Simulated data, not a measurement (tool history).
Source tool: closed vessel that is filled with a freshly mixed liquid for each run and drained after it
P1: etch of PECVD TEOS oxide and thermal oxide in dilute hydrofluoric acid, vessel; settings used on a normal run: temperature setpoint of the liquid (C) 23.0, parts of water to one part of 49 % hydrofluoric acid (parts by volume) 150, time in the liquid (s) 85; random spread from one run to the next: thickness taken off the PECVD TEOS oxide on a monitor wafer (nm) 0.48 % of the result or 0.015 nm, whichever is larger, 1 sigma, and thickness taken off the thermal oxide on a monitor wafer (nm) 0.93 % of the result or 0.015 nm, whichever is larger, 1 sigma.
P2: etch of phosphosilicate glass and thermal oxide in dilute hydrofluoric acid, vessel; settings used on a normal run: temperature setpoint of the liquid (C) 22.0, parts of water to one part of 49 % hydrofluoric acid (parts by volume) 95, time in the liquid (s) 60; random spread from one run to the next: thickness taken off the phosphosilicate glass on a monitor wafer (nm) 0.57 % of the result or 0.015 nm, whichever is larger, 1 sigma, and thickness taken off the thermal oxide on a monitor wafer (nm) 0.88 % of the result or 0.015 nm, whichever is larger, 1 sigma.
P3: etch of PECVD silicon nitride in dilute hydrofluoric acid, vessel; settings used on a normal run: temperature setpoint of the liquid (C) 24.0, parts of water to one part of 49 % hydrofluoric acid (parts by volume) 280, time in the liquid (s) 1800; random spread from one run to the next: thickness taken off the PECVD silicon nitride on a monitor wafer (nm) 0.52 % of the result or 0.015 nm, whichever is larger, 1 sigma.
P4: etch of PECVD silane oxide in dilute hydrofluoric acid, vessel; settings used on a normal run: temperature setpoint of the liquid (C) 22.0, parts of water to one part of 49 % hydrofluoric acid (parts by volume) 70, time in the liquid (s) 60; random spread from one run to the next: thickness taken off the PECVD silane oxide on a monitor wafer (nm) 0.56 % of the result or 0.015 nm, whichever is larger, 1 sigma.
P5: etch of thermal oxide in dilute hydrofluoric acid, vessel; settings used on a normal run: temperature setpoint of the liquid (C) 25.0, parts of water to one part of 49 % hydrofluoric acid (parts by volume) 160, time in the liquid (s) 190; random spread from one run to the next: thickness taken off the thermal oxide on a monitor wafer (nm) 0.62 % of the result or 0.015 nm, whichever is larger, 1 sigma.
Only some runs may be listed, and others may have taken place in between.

run   hour  process that ran  temperature setpoint of the liquid (C)  parts of water to one part of 49 % hydrofluoric acid (parts by volume)  time in the liquid (s)  thickness taken off the PECVD TEOS oxide on a monitor wafer (nm)  thickness taken off the thermal oxide on a monitor wafer (nm)  thickness taken off the PECVD silicon nitride on a monitor wafer (nm)  thickness taken off the phosphosilicate glass on a monitor wafer (nm)  thickness taken off the PECVD silane oxide on a monitor wafer (nm)
  1    7.6                P1                                    23.0                                                                     150                      85                                                           12.4560                                                        2.40530
  2   18.3                P3                                    17.0                                                                     280                    1800                                                                                                                                                                                                  10.418
  3   31.5                P1                                    30.0                                                                     150                      85                                                           15.9570                                                        3.17540
  4   42.2                P1                                    23.0                                                                      50                      85                                                           41.8220                                                        8.30520
  5   50.7                P2                                    22.0                                                                      95                     100                                                                                                                          4.53590                                                                                                                                       175.960
  6   57.8                P4                                    22.0                                                                      70                      30                                                                                                                                                                                                                                                                                                                                             11.130
  7   64.4                P1                                    23.0                                                                     150                      85                                                           12.3550                                                        2.45200
  8   77.8                P3                                    24.0                                                                      60                    1800                                                                                                                                                                                                  73.661
  9   88.4                P5                                    21.5                                                                     160                     190                                                                                                                          4.90100
 10  102.6                P1                                    23.0                                                                     150                      85                                                           12.3500                                                        2.41400
 11  116.6                P5                                    25.0                                                                     160                     190                                                                                                                          5.54070
 12  124.1                P4                                    22.0                                                                      70                      60                                                                                                                                                                                                                                                                                                                                             22.220
 13  133.6                P1                                    23.0                                                                     270                      85                                                            6.0894                                                        1.17900
 14  145.6                P1                                    28.5                                                                      35                      85                                                           76.2530                                                       15.17200
 15  157.6                P1                                    23.0                                                                     150                      85                                                           12.3860                                                        2.39370
 16  170.6                P3                                    24.0                                                                     280                    3500                                                                                                                                                                                                  31.710
 17  182.6                P2                                    22.0                                                                     155                      60                                                                                                                          1.58160                                                                                                                                        61.146
 18  193.3                P1                                    23.0                                                                     150                     160                                                           23.2470                                                        4.51390
 19  207.0                P1                                    28.0                                                                     150                     155                                                           27.1630                                                        5.38850
 20  218.8                P5                                    25.0                                                                      90                     190                                                                                                                         10.65500
 21  232.1                P2                                    22.0                                                                      95                      60                                                                                                                          2.71750                                                                                                                                       106.260
 22  244.4                P3                                    24.0                                                                     280                    1800                                                                                                                                                                                                  16.234
 23  257.1                P4                                    22.0                                                                     110                      60                                                                                                                                                                                                                                                                                                                                             13.439
 24  263.4                P4                                    29.0                                                                      70                      60                                                                                                                                                                                                                                                                                                                                             29.124
 25  275.5                P1                                    23.0                                                                     150                      30                                                            4.4190                                                        0.85772
 26  283.7                P1                                    17.0                                                                     150                      85                                                            9.7711                                                        1.88760
 27  292.2                P2                                    22.0                                                                      95                      60                                                                                                                          2.68220                                                                                                                                       105.660
 28  301.0                P3                                    24.0                                                                     280                    1800                                                                                                                                                                                                  16.066
 29  307.4                P1                                    23.0                                                                     150                      85                                                           12.3340                                                        2.40450
 30  319.2                P1                                    23.0                                                                     150                      85                                                           12.3120                                                        2.43830
     323.2  -- hydrofluoric acid flow meter replaced
 31  328.4                P5                                    25.0                                                                     160                     280                                                                                                                          8.10430
 32  341.4                P5                                    25.0                                                                     160                     190                                                                                                                          5.49460
 33  354.3                P2                                    17.0                                                                      95                      60                                                                                                                          2.21130                                                                                                                                        86.376
 34  364.6                P1                                    23.0                                                                     150                      85                                                           12.4010                                                        2.40770
 35  374.0                P1                                    23.0                                                                     150                      85                                                           12.5150                                                        2.51700

The next listed run, before its measurement:
 36  387.8                P1                                    23.0                                                                     150                      85                                                                 ?                                                              ?

{"run 36": {"thickness taken off the PECVD TEOS oxide on a monitor wafer (nm)": 13.003, "thickness taken off the thermal oxide on a monitor wafer (nm)": 2.492}}
